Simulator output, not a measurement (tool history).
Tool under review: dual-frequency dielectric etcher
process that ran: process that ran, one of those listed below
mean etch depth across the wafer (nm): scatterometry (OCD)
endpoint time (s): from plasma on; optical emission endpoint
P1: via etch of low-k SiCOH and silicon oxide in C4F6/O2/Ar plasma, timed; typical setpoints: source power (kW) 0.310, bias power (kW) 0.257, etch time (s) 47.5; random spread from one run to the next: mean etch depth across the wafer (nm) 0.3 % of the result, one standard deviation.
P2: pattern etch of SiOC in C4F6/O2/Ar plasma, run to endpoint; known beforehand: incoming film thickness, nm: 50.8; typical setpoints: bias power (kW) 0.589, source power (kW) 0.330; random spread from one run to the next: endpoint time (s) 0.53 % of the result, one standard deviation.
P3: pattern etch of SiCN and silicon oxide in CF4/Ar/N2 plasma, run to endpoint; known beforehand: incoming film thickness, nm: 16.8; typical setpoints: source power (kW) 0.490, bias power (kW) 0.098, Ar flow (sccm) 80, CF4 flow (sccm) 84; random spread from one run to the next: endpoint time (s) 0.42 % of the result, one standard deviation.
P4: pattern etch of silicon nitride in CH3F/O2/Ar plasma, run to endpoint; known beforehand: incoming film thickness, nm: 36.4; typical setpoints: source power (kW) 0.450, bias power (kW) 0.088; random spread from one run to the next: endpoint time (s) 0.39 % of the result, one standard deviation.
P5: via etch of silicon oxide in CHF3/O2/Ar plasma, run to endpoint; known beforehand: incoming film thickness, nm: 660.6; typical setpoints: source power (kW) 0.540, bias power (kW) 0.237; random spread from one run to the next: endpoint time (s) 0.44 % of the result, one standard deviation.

run     day  process that ran  source power (kW)  bias power (kW)  etch time (s)  Ar flow (sccm)  CF4 flow (sccm)  hours since the last wet clean  hours since the last source power generator calibration  hours since the last bias power generator calibration  mean etch depth across the wafer (nm)  endpoint time (s)
  1   0.583                P1              0.310            0.257           47.5                                                             74.2                                                   1753.7                                                 1687.8                                 129.38
  2   1.200                P5              0.540            0.144                                                                            89.0                                                   1768.5                                                 1702.6                                                   370.740
  3   1.779                P3              0.490            0.133                             80               84                           102.9                                                   1782.4                                                 1716.5                                                    13.487
  4   2.433                P1              0.400            0.257           47.5                                                            118.6                                                   1798.1                                                 1732.2                                 142.52
  5   3.071                P1              0.310            0.180           47.5                                                            133.9                                                   1813.4                                                 1747.5                                 114.62
  6   3.496                P1              0.240            0.257           47.5                                                            144.1                                                   1823.6                                                 1757.7                                 117.46
  7   4.125                P4              0.610            0.088                                                                           159.2                                                   1838.7                                                 1772.8                                                    43.365
  8   4.612                P1              0.310            0.257           47.5                                                            170.9                                                   1850.4                                                 1784.5                                 129.66
  9   5.225                P3              0.490            0.098                             80               84                           185.6                                                   1865.1                                                 1799.2                                                    15.072
 10   5.575                P4              0.450            0.066                                                                           194.0                                                   1873.5                                                 1807.6                                                    53.530
 11   6.200                P2              0.330            0.589                                                                           209.0                                                   1888.5                                                 1822.6                                                    16.903
 12   6.696                P3              0.370            0.098                             80               84                           220.9                                                   1900.4                                                 1834.5                                                    19.443
 13   7.100                P1              0.310            0.318           47.5                                                            230.6                                                   1910.1                                                 1844.2                                 139.12
 14   7.775                P1              0.360            0.257           37.5                                                            246.8                                                   1926.3                                                 1860.4                                 107.91
 15   8.158                P2              0.270            0.589                                                                           256.0                                                   1935.5                                                 1869.6                                                    18.275
 16   8.796                P1              0.310            0.257           47.5                                                            271.3                                                   1950.8                                                 1884.9                                 128.92
      9.154  -- bias power generator calibrated
 17   9.154                P1              0.310            0.257           47.5                                                            279.9                                                   1959.4                                                    0.1                                 130.10
 18   9.525                P5              0.720            0.237                                                                           288.8                                                   1968.3                                                    9.0                                                   281.450
 19  10.008                P2              0.330            0.589                                                                           300.4                                                   1979.9                                                   20.6                                                    17.053
 20  10.317                P3              0.490            0.098                             80              116                           307.8                                                   1987.3                                                   28.0                                                    14.548
 21  10.838                P1              0.310            0.257           59.5                                                            320.3                                                   1999.8                                                   40.5                                 162.23
 22  11.288                P1              0.420            0.209           47.5                                                            331.1                                                   2010.6                                                   51.3                                 135.44
 23  11.921                P3              0.490            0.098                             48               84                           346.3                                                   2025.8                                                   66.5                                                    14.322
 24  12.558                P2              0.330            0.468                                                                           361.6                                                   2041.1                                                   81.8                                                    18.517
 25  13.200                P3              0.490            0.098                             80               84                           377.0                                                   2056.5                                                   97.2                                                    15.080
 26  13.738                P1              0.310            0.257           47.5                                                            389.9                                                   2069.4                                                  110.1                                 128.58
 27  14.096                P4              0.450            0.088                                                                           398.5                                                   2078.0                                                  118.7                                                    48.357
 28  14.604                P5              0.540            0.237                                                                           410.7                                                   2090.2                                                  130.9                                                   309.500
 29  15.204                P1              0.310            0.257           28.0                                                            425.1                                                   2104.6                                                  145.3                                  76.04
 30  15.604                P1              0.310            0.257           47.5                                                            434.7                                                   2114.2                                                  154.9                                 129.34
 31  16.038                P1              0.310            0.257           47.5                                                            445.1                                                   2124.6                                                  165.3                                 130.50
 32  16.504                P1              0.310            0.257           47.5                                                            456.3                                                   2135.8                                                  176.5                                 129.97
 33  17.000                P1              0.310            0.257           47.5                                                            468.2                                                   2147.7                                                  188.4                                 131.47
     17.488  -- wet clean of the chamber
 34  17.575                P1              0.310            0.257           47.5                                                              2.2                                                   2161.5                                                  202.2                                 131.68
 35  18.162                P1              0.310            0.257           47.5                                                             16.3                                                   2175.6                                                  216.3                                 131.62
 36  18.500                P1              0.310            0.257           47.5                                                             24.4                                                   2183.7                                                  224.4                                 130.48
 37  18.946                P1              0.310            0.257           47.5                                                             35.1                                                   2194.4                                                  235.1                                 131.47
 38  19.446                P1              0.310            0.257           47.5                                                             47.1                                                   2206.4                                                  247.1                                 131.15
 39  19.792                P1              0.310            0.257           47.5                                                             55.4                                                   2214.7                                                  255.4                                 131.49

P1 no longer gives what it gave before; its output has crept away from where it was. The following 2 causes, each at its listed size, fit the log equally well:
A: bias power that arrives over what is set, % = 4.54
B: source power that arrives over what is set, % = 4.13
Creep in the process output first set in at about day 15.604.
Each remaining cause and why it is not a fit:
chamber walls in a state that raises the etch rate, %: maintenance at day 17.488, after the shift began, did not return the process to its former output

Which of the 4 check runs listed below, each an average over 2 wafers with its results shown as question marks, gives clearly different results under the different listed causes?
check 1  20.138                P3              0.410            0.098                             80              109                                                                                                                                                                                                         ?
check 2  20.138                P4              0.530            0.088                                                                                                                                                                                                                                                         ?
check 3  20.138                P5              0.540            0.162                                                                                                                                                                                                                                                         ?
check 4  20.138                P2              0.270            0.589                                                                                                                                                                                                                                                         ?

What every check run would give for each of its results, assuming each possible cause in turn:
  check             result     if A     if B
check 1  endpoint time (s)   16.914   16.564
check 2  endpoint time (s)   44.855   44.872
check 3  endpoint time (s)  350.280  350.010
check 4  endpoint time (s)   17.963   18.009
Minimum pairwise separation of causes per check, each pair taken at its best-separating result: check 1 2.09 %; check 2 0.04 %; check 3 0.08 %; check 4 0.26 %
Only in check 1 would the causes give clearly different results; in the remaining checks their results would be nearly the same.

With check 1 done, the readings were: endpoint time (s) 17.015. Identify which of the listed causes applies.

It was cause A: bias power that arrives over what is set, %.

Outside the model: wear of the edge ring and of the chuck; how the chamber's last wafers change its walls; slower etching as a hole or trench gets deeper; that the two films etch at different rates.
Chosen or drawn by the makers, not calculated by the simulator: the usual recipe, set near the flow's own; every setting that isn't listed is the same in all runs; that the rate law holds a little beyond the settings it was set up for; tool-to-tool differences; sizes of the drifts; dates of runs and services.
